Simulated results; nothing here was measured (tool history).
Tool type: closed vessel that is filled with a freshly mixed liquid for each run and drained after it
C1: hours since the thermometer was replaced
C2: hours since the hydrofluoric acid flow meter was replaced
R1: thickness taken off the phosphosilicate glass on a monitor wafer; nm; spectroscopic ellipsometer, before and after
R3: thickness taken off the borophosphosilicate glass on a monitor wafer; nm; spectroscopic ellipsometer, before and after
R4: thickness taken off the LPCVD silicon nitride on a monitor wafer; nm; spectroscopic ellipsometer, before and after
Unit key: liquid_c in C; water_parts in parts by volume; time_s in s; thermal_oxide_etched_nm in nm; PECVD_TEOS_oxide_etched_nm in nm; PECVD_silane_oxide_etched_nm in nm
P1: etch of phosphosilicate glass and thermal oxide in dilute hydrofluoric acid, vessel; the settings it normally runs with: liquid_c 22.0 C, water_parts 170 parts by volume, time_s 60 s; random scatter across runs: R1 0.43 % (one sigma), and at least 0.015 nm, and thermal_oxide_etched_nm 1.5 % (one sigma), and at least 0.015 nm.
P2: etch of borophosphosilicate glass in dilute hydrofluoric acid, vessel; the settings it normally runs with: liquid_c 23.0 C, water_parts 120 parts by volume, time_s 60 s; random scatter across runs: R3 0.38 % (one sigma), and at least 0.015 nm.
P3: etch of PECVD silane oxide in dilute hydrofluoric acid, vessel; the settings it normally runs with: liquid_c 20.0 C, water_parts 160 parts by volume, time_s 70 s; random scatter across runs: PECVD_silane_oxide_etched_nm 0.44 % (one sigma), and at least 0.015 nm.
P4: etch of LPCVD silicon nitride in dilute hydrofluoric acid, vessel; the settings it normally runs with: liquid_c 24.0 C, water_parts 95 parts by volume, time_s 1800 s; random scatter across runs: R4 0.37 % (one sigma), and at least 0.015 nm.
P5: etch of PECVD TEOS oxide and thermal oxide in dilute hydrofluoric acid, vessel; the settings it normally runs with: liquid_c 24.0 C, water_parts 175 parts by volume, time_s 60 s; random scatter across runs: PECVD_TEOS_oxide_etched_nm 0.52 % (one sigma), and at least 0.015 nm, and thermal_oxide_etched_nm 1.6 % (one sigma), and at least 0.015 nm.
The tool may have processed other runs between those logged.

run 1 hour=10.4 | process=P1 liquid_c=22.0 water_parts=170 time_s=60 | C1=339.0 C2=277.8 | R1=44.090 thermal_oxide_etched_nm=1.48300
run 2 hour=26.2 | process=P2 liquid_c=23.0 water_parts=120 time_s=30 | C1=354.8 C2=293.6 | R3=6.0650
run 3 hour=36.4 | process=P4 liquid_c=24.0 water_parts=50 time_s=1800 | C1=365.0 C2=303.8 | R4=17.2690
-- hour=46.2 hydrofluoric acid flow meter replaced
run 4 hour=54.3 | process=P1 liquid_c=27.5 water_parts=170 time_s=115 | C1=382.9 C2=8.1 | R1=103.160 thermal_oxide_etched_nm=3.41730
run 5 hour=63.2 | process=P1 liquid_c=22.0 water_parts=170 time_s=60 | C1=391.8 C2=17.0 | R1=43.825 thermal_oxide_etched_nm=1.43860
run 6 hour=76.6 | process=P2 liquid_c=17.0 water_parts=120 time_s=60 | C1=405.2 C2=30.4 | R3=9.4104
run 7 hour=86.9 | process=P5 liquid_c=31.0 water_parts=175 time_s=60 | C1=415.5 C2=40.7 | thermal_oxide_etched_nm=1.93360 PECVD_TEOS_oxide_etched_nm=7.7486
run 8 hour=100.7 | process=P1 liquid_c=22.0 water_parts=280 time_s=60 | C1=429.3 C2=54.5 | R1=23.841 thermal_oxide_etched_nm=0.80061
run 9 hour=116.2 | process=P1 liquid_c=22.0 water_parts=55 time_s=95 | C1=444.8 C2=70.0 | R1=244.400 thermal_oxide_etched_nm=7.92630
run 10 hour=131.0 | process=P1 liquid_c=22.0 water_parts=105 time_s=60 | C1=459.6 C2=84.8 | R1=75.930 thermal_oxide_etched_nm=2.52460
-- hour=139.8 thermometer replaced
run 11 hour=144.2 | process=P1 liquid_c=22.0 water_parts=170 time_s=60 | C1=4.4 C2=98.0 | R1=43.634 thermal_oxide_etched_nm=1.49130
run 12 hour=155.7 | process=P2 liquid_c=23.0 water_parts=210 time_s=60 | C1=15.9 C2=109.5 | R3=6.2372
run 13 hour=165.6 | process=P2 liquid_c=23.0 water_parts=120 time_s=60 | C1=25.8 C2=119.4 | R3=12.0540
run 14 hour=176.7 | process=P3 liquid_c=20.0 water_parts=240 time_s=70 | C1=36.9 C2=130.5 | PECVD_silane_oxide_etched_nm=6.6291
run 15 hour=189.3 | process=P4 liquid_c=24.0 water_parts=95 time_s=1800 | C1=49.5 C2=143.1 | R4=9.1511
run 16 hour=197.5 | process=P1 liquid_c=22.0 water_parts=170 time_s=60 | C1=57.7 C2=151.3 | R1=43.630 thermal_oxide_etched_nm=1.44070
run 17 hour=211.9 | process=P1 liquid_c=17.0 water_parts=170 time_s=60 | C1=72.1 C2=165.7 | R1=36.102 thermal_oxide_etched_nm=1.23580
run 18 hour=220.3 | process=P1 liquid_c=22.0 water_parts=170 time_s=60 | C1=80.5 C2=174.1 | R1=43.920 thermal_oxide_etched_nm=1.43100
run 19 hour=235.3 | process=P2 liquid_c=23.0 water_parts=120 time_s=60 | C1=95.5 C2=189.1 | R3=12.1020
run 20 hour=246.4 | process=P1 liquid_c=22.0 water_parts=170 time_s=30 | C1=106.6 C2=200.2 | R1=21.938 thermal_oxide_etched_nm=0.70458
run 21 hour=255.3 | process=P5 liquid_c=24.0 water_parts=175 time_s=60 | C1=115.5 C2=209.1 | thermal_oxide_etched_nm=1.48900 PECVD_TEOS_oxide_etched_nm=6.0031
run 22 hour=265.8 | process=P5 liquid_c=24.0 water_parts=30 time_s=60 | C1=126.0 C2=219.6 | thermal_oxide_etched_nm=10.93600 PECVD_TEOS_oxide_etched_nm=41.9270
run 23 hour=282.2 | process=P3 liquid_c=20.0 water_parts=160 time_s=70 | C1=142.4 C2=236.0 | PECVD_silane_oxide_etched_nm=10.7670
run 24 hour=292.1 | process=P3 liquid_c=20.0 water_parts=160 time_s=35 | C1=152.3 C2=245.9 | PECVD_silane_oxide_etched_nm=5.4268
run 25 hour=310.1 | process=P4 liquid_c=30.0 water_parts=95 time_s=1800 | C1=170.3 C2=263.9 | R4=13.5860
run 26 hour=323.6 | process=P4 liquid_c=24.0 water_parts=95 time_s=3030 | C1=183.8 C2=277.4 | R4=15.4270
run 27 hour=338.6 | process=P3 liquid_c=17.0 water_parts=160 time_s=70 | C1=198.8 C2=292.4 | PECVD_silane_oxide_etched_nm=9.4971
run 28 hour=348.2 | process=P1 liquid_c=28.0 water_parts=170 time_s=60 | C1=208.4 C2=302.0 | R1=54.921 thermal_oxide_etched_nm=1.79920
run 29 hour=357.1 | process=P1 liquid_c=22.0 water_parts=170 time_s=85 | C1=217.3 C2=310.9 | R1=62.376 thermal_oxide_etched_nm=2.05980
run 30 hour=366.5 | process=P4 liquid_c=24.0 water_parts=95 time_s=1800 | C1=226.7 C2=320.3 | R4=9.1776
run 31 hour=380.8 | process=P5 liquid_c=24.0 water_parts=175 time_s=100 | C1=241.0 C2=334.6 | thermal_oxide_etched_nm=2.52600 PECVD_TEOS_oxide_etched_nm=9.9661
run 32 hour=398.7 | process=P1 liquid_c=22.0 water_parts=170 time_s=60 | C1=258.9 C2=352.5 | R1=43.717 thermal_oxide_etched_nm=1.41240
run 33 hour=416.7 | process=P1 liquid_c=22.0 water_parts=170 time_s=60 | C1=276.9 C2=370.5 | R1=45.459 thermal_oxide_etched_nm=1.51060
run 34 hour=430.2 | process=P1 liquid_c=22.0 water_parts=170 time_s=60 | C1=290.4 C2=384.0 | R1=46.319 thermal_oxide_etched_nm=1.53420
run 35 hour=440.1 | process=P1 liquid_c=22.0 water_parts=170 time_s=60 | C1=300.3 C2=393.9 | R1=46.375 thermal_oxide_etched_nm=1.51700
run 36 hour=449.8 | process=P1 liquid_c=22.0 water_parts=170 time_s=60 | C1=310.0 C2=403.6 | R1=46.552 thermal_oxide_etched_nm=1.52790
run 37 hour=466.3 | process=P1 liquid_c=22.0 water_parts=170 time_s=60 | C1=326.5 C2=420.1 | R1=46.801 thermal_oxide_etched_nm=1.51050
run 38 hour=481.9 | process=P1 liquid_c=22.0 water_parts=170 time_s=60 | C1=342.1 C2=435.7 | R1=47.035 thermal_oxide_etched_nm=1.59780
run 39 hour=492.8 | process=P1 liquid_c=22.0 water_parts=170 time_s=60 | C1=353.0 C2=446.6 | R1=47.047 thermal_oxide_etched_nm=1.58850
run 40 hour=507.2 | process=P1 liquid_c=22.0 water_parts=170 time_s=60 | C1=367.4 C2=461.0 | R1=47.372 thermal_oxide_etched_nm=1.52640

The output of P1 has drifted from where it used to be. Each of the 2 causes below, taken at the size shown beside it, accounts for the log equally well:
A: liquid hotter than its thermometer reads (K) = 1.85
B: hydrofluoric acid flow above the setpoint (%) = 6.17
The drift started at roughly hour 398.7.

4 check runs are offered, one wafer each, their results left as question marks. Which one tells the causes apart?
run check 1 hour=521.6 | process=P4 liquid_c=24.0 water_parts=95 time_s=2975 | R4=?
run check 2 hour=521.6 | process=P2 liquid_c=20.0 water_parts=120 time_s=30 | R3=?
run check 3 hour=521.6 | process=P3 liquid_c=17.0 water_parts=160 time_s=70 | PECVD_silane_oxide_etched_nm=?
run check 4 hour=521.6 | process=P5 liquid_c=31.0 water_parts=175 time_s=85 | thermal_oxide_etched_nm=? PECVD_TEOS_oxide_etched_nm=?

Predicted outcomes, by check and by cause:
check=check_1 result=R4 if_A=17.1250 if_B=16.0920
check=check_2 result=R3 if_A=5.7691 if_B=5.7293
check=check_3 result=PECVD_silane_oxide_etched_nm if_A=10.2990 if_B=10.2390
check=check_4 result=thermal_oxide_etched_nm if_A=2.99120 if_B=3.01910
check=check_4 result=PECVD_TEOS_oxide_etched_nm if_A=11.6500 if_B=11.7590
How far apart the two closest causes lie, in the result that separates them most: check 1 6.22 %; check 2 0.69 %; check 3 0.59 %; check 4 0.93 %
The other checks would show nearly matching results whichever cause is true, so check 1 is the only one that separates the causes.

Then check 1 was run and gave: R4 17.0620 nm. Which cause is it?

Of the candidate causes, it is A: liquid hotter than its thermometer reads (K).

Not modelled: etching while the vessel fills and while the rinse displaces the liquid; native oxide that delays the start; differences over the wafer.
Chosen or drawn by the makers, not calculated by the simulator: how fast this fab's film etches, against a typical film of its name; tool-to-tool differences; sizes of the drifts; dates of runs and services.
